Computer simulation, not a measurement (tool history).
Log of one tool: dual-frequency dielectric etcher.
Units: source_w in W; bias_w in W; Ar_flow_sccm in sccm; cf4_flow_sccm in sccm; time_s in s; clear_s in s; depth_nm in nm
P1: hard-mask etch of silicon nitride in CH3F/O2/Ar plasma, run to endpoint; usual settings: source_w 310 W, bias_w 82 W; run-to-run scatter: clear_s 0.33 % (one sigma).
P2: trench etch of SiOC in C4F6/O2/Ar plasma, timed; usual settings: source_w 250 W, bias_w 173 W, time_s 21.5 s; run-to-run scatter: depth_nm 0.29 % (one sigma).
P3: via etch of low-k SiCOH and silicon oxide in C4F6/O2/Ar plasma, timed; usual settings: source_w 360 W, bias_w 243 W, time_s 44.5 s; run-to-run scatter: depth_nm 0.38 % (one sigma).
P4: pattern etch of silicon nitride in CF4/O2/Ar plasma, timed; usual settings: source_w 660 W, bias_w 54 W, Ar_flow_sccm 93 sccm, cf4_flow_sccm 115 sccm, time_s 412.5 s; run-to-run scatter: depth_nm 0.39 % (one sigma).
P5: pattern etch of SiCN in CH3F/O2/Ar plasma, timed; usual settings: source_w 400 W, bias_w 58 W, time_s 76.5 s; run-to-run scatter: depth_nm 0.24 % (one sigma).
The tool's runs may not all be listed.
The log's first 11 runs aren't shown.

| run | hour | process | source_w | bias_w | Ar_flow_sccm | cf4_flow_sccm | time_s | hours since the last wet clean | hours since the last source power generator calibration | hours since the last bias power generator calibration | clear_s | depth_nm |
|---|---|---|---|---|---|---|---|---|---|---|---|---|
| 12 | 153.7 | P1 | 410 | 82 |  |  |  | 444.7 | 1689.1 | 1539.4 | 41.492 |  |
| 13 | 165.1 | P2 | 250 | 173 |  |  | 14.5 | 456.1 | 1700.5 | 1550.8 |  | 24.086 |
| 14 | 177.9 | P1 | 310 | 82 |  |  |  | 468.9 | 1713.3 | 1563.6 | 45.767 |  |
| 15 | 190.1 | P4 | 660 | 54 | 93 | 151 | 412.5 | 481.1 | 1725.5 | 1575.8 |  | 1093.4 |
| 16 | 199.2 | P2 | 250 | 173 |  |  | 21.5 | 490.2 | 1734.6 | 1584.9 |  | 35.81 |
| 17 | 213 | P1 | 310 | 82 |  |  |  | 504 | 1748.4 | 1598.7 | 45.976 |  |
| 18 | 230.3 | P1 | 420 | 96 |  |  |  | 521.3 | 1765.7 | 1616 | 38.6 |  |
| 19 | 241.4 | P1 | 310 | 99 |  |  |  | 532.4 | 1776.8 | 1627.1 | 42.868 |  |
| 20 | 258.1 | P1 | 310 | 82 |  |  |  | 549.1 | 1793.5 | 1643.8 | 46.086 |  |
| 21 | 271.8 | P4 | 880 | 54 | 93 | 115 | 412.5 | 562.8 | 1807.2 | 1657.5 |  | 1364.8 |
| 22 | 286.9 | P3 | 360 | 243 |  |  | 33 | 577.9 | 1822.3 | 1672.6 |  | 79.618 |
| 23 | 304.4 | P3 | 360 | 243 |  |  | 44.5 | 595.4 | 1839.8 | 1690.1 |  | 106.97 |
| 24 | 317.8 | P1 | 310 | 52 |  |  |  | 608.8 | 1853.2 | 1703.5 | 53.757 |  |
| 25 | 325.7 | P3 | 360 | 148 |  |  | 44.5 | 616.7 | 1861.1 | 1711.4 |  | 91.095 |
| 26 | 341.3 | P2 | 250 | 173 |  |  | 21.5 | 632.3 | 1876.7 | 1727 |  | 35.81 |
| 27 | 350 | P3 | 230 | 243 |  |  | 44.5 | 641 | 1885.4 | 1735.7 |  | 90.812 |
| 28 | 358.5 | P4 | 660 | 54 | 93 | 115 | 281 | 649.5 | 1893.9 | 1744.2 |  | 725.23 |
| 29 | 372.9 | P2 | 170 | 173 |  |  | 21.5 | 663.9 | 1908.3 | 1758.6 |  | 30.939 |
| 30 | 381.2 | P2 | 250 | 110 |  |  | 21.5 | 672.2 | 1916.6 | 1766.9 |  | 31.094 |
| 31 | 392.3 | P1 | 200 | 82 |  |  |  | 683.3 | 1927.7 | 1778 | 53.711 |  |
| 32 | 405.5 | P1 | 310 | 82 |  |  |  | 696.5 | 1940.9 | 1791.2 | 46.045 |  |
| 33 | 420.1 | P1 | 310 | 82 |  |  |  | 711.1 | 1955.5 | 1805.8 | 46.411 |  |
| 34 | 437 | P1 | 310 | 82 |  |  |  | 728 | 1972.4 | 1822.7 | 46.279 |  |

Run 35 comes next. What will it give?
| 35 | 449.9 | P1 | 310 | 82 |  |  |  | 740.9 | 1985.3 | 1835.6 | ? |  |

Run 35 gave clear_s 46.787 s.

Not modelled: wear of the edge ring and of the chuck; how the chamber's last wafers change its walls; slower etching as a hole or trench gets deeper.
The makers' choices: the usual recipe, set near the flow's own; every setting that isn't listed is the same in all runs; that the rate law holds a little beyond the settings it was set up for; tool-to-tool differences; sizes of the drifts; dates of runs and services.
